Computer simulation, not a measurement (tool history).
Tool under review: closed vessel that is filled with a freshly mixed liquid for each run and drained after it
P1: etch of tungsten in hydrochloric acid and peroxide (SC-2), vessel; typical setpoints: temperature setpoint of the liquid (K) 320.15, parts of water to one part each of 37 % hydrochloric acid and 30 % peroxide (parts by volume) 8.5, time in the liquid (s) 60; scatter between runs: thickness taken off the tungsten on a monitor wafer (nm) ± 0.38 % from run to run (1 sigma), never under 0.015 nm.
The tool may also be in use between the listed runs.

run	hour	temperature setpoint of the liquid (K)	parts of water to one part each of 37 % hydrochloric acid and 30 % peroxide (parts by volume)	time in the liquid (s)	hours since the thermometer was replaced	hours since the chemicals flow meter was replaced	hours since the drum of peroxide was connected	thickness taken off the tungsten on a monitor wafer (nm)
1	4.4	320.15	8.5	60	392.2	755.3	410.1	12.8590
2	11.5	320.15	12.5	35	399.3	762.4	417.2	5.4195
3	15.4	320.15	14.5	60	403.2	766.3	421.1	8.2295
4	19.3	320.15	8.5	110	407.1	770.2	425.0	23.5740
# hour 21.8: thermometer replaced
5	24.3	320.15	8.5	30	2.5	775.2	430.0	6.4075
6	28.1	320.15	4.0	60	6.3	779.0	433.8	22.5960
7	31.7	320.15	8.5	60	9.9	782.6	437.4	12.8770
8	38.6	328.15	8.5	60	16.8	789.5	444.3	21.7510
9	43.6	310.15	8.5	60	21.8	794.5	449.3	6.3451
10	47.9	320.15	8.5	60	26.1	798.8	453.6	12.9070
11	51.6	320.15	8.5	60	29.8	802.5	457.3	12.9270
12	55.1	320.15	8.5	60	33.3	806.0	460.8	12.8630
13	59.6	320.15	8.5	60	37.8	810.5	465.3	12.4940
14	63.1	320.15	8.5	60	41.3	814.0	468.8	12.3450
15	70.3	320.15	8.5	60	48.5	821.2	476.0	12.2030
16	75.8	320.15	8.5	60	54.0	826.7	481.5	11.9950
17	80.9	320.15	8.5	60	59.1	831.8	486.6	11.8940
18	88.5	320.15	8.5	60	66.7	839.4	494.2	11.8150
# hour 93.2: new drum of peroxide connected
19	96.2	320.15	8.5	60	74.4	847.1	3.0	11.8250
20	103.7	320.15	8.5	60	81.9	854.6	10.5	11.6650
21	111.2	320.15	8.5	60	89.4	862.1	18.0	11.7000
22	115.8	320.15	8.5	60	94.0	866.7	22.6	11.6740

The log shows P1 creeping away from where it was. Any of the 2 causes listed here, at the size stated for it, fits the log just as well as the others:
A: liquid colder than its thermometer reads (K) = 1.42
B: chemicals flow below the setpoint (%) = 11.1
The creep began at about hour 55.1.
The rest of the possible causes, and what rules out each one:
peroxide weaker than its label (%): work on it at hour 93.2, done after the drift set in, did not restore what the process gave before

The list below offers 4 check runs, each averaging the results of 2 wafers, and shows each result as a question mark. For which of them would the listed causes give clearly different results?
check 1	120.4	320.15	8.5	30				?
check 2	120.4	320.15	14.0	90				?
check 3	120.4	310.65	4.0	60				?
check 4	120.4	311.15	12.0	60				?

How each check would come out, cause by cause:
check	result	if A	if B
check 1	thickness taken off the tungsten on a monitor wafer (nm)	5.8384	5.8421
check 2	thickness taken off the tungsten on a monitor wafer (nm)	11.4940	11.4170
check 3	thickness taken off the tungsten on a monitor wafer (nm)	10.4450	10.6880
check 4	thickness taken off the tungsten on a monitor wafer (nm)	4.6420	4.6464
How far apart the two closest causes lie, in the result that separates them most: check 1 0.06 %; check 2 0.68 %; check 3 2.3 %; check 4 0.09 %
Check 3 is the one run that separates the causes; every other check would come out nearly the same whichever cause is at work.

Then check 3 was run and gave: thickness taken off the tungsten on a monitor wafer (nm) 10.7390. Which cause is it?

Of the candidate causes, it is B: chemicals flow below the setpoint (%).

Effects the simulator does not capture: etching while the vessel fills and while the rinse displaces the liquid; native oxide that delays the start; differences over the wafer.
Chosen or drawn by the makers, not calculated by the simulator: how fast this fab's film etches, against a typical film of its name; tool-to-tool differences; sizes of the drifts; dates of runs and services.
